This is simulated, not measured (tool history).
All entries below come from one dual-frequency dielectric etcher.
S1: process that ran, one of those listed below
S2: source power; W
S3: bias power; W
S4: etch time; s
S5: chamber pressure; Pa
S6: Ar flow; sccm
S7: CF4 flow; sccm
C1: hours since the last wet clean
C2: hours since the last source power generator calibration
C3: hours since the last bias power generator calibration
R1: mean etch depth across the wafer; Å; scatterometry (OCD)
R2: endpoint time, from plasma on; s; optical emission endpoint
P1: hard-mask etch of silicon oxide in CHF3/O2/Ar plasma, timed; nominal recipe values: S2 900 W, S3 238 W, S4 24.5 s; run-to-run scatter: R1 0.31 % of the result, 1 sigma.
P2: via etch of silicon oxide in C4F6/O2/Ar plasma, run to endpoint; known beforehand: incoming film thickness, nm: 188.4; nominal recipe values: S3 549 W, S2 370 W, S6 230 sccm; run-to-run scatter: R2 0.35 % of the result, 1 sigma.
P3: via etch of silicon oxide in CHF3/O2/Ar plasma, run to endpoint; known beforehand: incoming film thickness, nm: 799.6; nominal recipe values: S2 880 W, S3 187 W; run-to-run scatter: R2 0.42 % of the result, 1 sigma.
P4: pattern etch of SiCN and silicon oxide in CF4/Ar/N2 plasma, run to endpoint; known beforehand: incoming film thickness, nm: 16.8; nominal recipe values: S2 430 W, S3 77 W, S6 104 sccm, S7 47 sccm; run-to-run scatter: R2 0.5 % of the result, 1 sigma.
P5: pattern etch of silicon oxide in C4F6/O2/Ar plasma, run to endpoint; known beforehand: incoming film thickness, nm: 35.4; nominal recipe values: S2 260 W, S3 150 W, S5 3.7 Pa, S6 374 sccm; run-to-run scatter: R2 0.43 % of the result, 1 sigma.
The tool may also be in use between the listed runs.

run	hour	S1	S2	S3	S4	S5	S6	S7	C1	C2	C3	R1	R2
1	11.5	P1	900	238	24.5				338.4	410.9	2892.4	651.84	
2	20.4	P1	900	238	24.5				347.3	419.8	2901.3	654.48	
3	31.2	P5	260	150		4.5	374		358.1	430.6	2912.1		14.856
# hour 37.9: source power generator calibrated
4	40	P1	1240	238	24.5				366.9	2.1	2920.9	739.48	
5	50.7	P2	370	549			230		377.6	12.8	2931.6		40.074
6	62.6	P1	900	238	19				389.5	24.7	2943.5	505.05	
7	72.9	P2	370	748			230		399.8	35	2953.8		35.625
8	83.4	P1	730	189	24.5				410.3	45.5	2964.3	557.05	
9	90.1	P1	680	238	35.5				417	52.2	2971	850.01	
10	96.9	P4	430	77			104	47	423.8	59	2977.8		21.486
11	104	P2	370	549			288		430.9	66.1	2984.9		41.13
12	110.6	P3	880	187					437.5	72.7	2991.5		340.13
13	121.9	P1	900	238	24.5				448.8	84	3002.8	653.99	
14	129.1	P1	900	238	24.5				456	91.2	3010	652.51	
15	140.5	P4	430	92			104	47	467.4	102.6	3021.4		20.237
16	148.9	P4	540	77			104	47	475.8	111	3029.8		17.616
17	158.8	P5	260	150		3.7	374		485.7	120.9	3039.7		14.561
18	166.5	P1	900	328	24.5				493.4	128.6	3047.4	733.87	
19	174.6	P5	260	205		3.7	374		501.5	136.7	3055.5		13.139
20	182.9	P2	370	549			230		509.8	145	3063.8		40.021
21	189.3	P3	560	187					516.2	151.4	3070.2		401.25
22	200.5	P2	270	549			230		527.4	162.6	3081.4		45.032
23	213.2	P4	430	77			73	47	540.1	175.3	3094.1		20.335
24	222	P1	900	238	34				548.9	184.1	3102.9	907.56	
25	230.1	P5	260	150		3.7	265		557	192.2	3111		13.997
26	236.7	P4	430	77			104	47	563.6	198.8	3117.6		21.548
27	247	P1	900	179	24.5				573.9	209.1	3127.9	593.33	
28	260.5	P4	430	77			104	67	587.4	222.6	3141.4		20.375
29	267.2	P3	880	134					594.1	229.3	3148.1		374.7
30	275.1	P1	530	238	24.5				602	237.2	3156	532.8	
31	287.9	P5	310	150		3.7	374		614.8	250	3168.8		13.527
32	296.6	P1	900	238	24.5				623.5	258.7	3177.5	653.23	
33	308.7	P3	880	187					635.6	270.8	3189.6		339.36
34	322.4	P1	900	238	24.5				649.3	284.5	3203.3	654.6	
35	333.5	P1	900	238	24.5				660.4	295.6	3214.4	648.99	
36	345	P1	900	238	24.5				671.9	307.1	3225.9	644.44	
# hour 350.8: wet clean of the chamber
37	356.9	P1	900	238	24.5				6.2	319	3237.8	644.05	
38	363.4	P1	900	238	24.5				12.7	325.5	3244.3	645.4	
39	369.4	P1	900	238	24.5				18.7	331.5	3250.3	644.05	
40	379.1	P1	900	238	24.5				28.4	341.2	3260	644.83	

What P1 gives has crept off from where it sat before. The 2 causes that follow fit the log equally well, each at the size noted:
A: bias power that arrives under what is set, % = 4.47
B: source power that arrives under what is set, % = 4.06
The process output started creeping at around hour 322.4.
All other causes, with the reason each is excluded:
chamber walls in a state that lowers the etch rate, %: maintenance at hour 350.8, after the shift began, did not return the process to its former output

4 check runs are offered, each on 3 wafers whose results are averaged, their results left as question marks. Which one tells the causes apart?
check 1	388.8	P2	310	674			230						?
check 2	388.8	P3	880	136									?
check 3	388.8	P5	300	192		3.7	374						?
check 4	388.8	P4	430	77			87	61					?

What every check run would give for each of its results, assuming each possible cause in turn:
check	result	if A	if B
check 1	R2	40.235	40.118
check 2	R2	380.04	380.92
check 3	R2	12.887	12.901
check 4	R2	20.491	20.923
Per check, the gap between the least separated pair of causes, taken in the result that splits them most: check 1 0.29 %; check 2 0.23 %; check 3 0.11 %; check 4 2.09 %
Check 4 is the one run that separates the causes; every other check would come out nearly the same whichever cause is at work.

Check 4 was carried out, with these results: R2 20.499 s. Which of the listed causes is responsible?

Of the candidate causes, it is A: bias power that arrives under what is set, %.
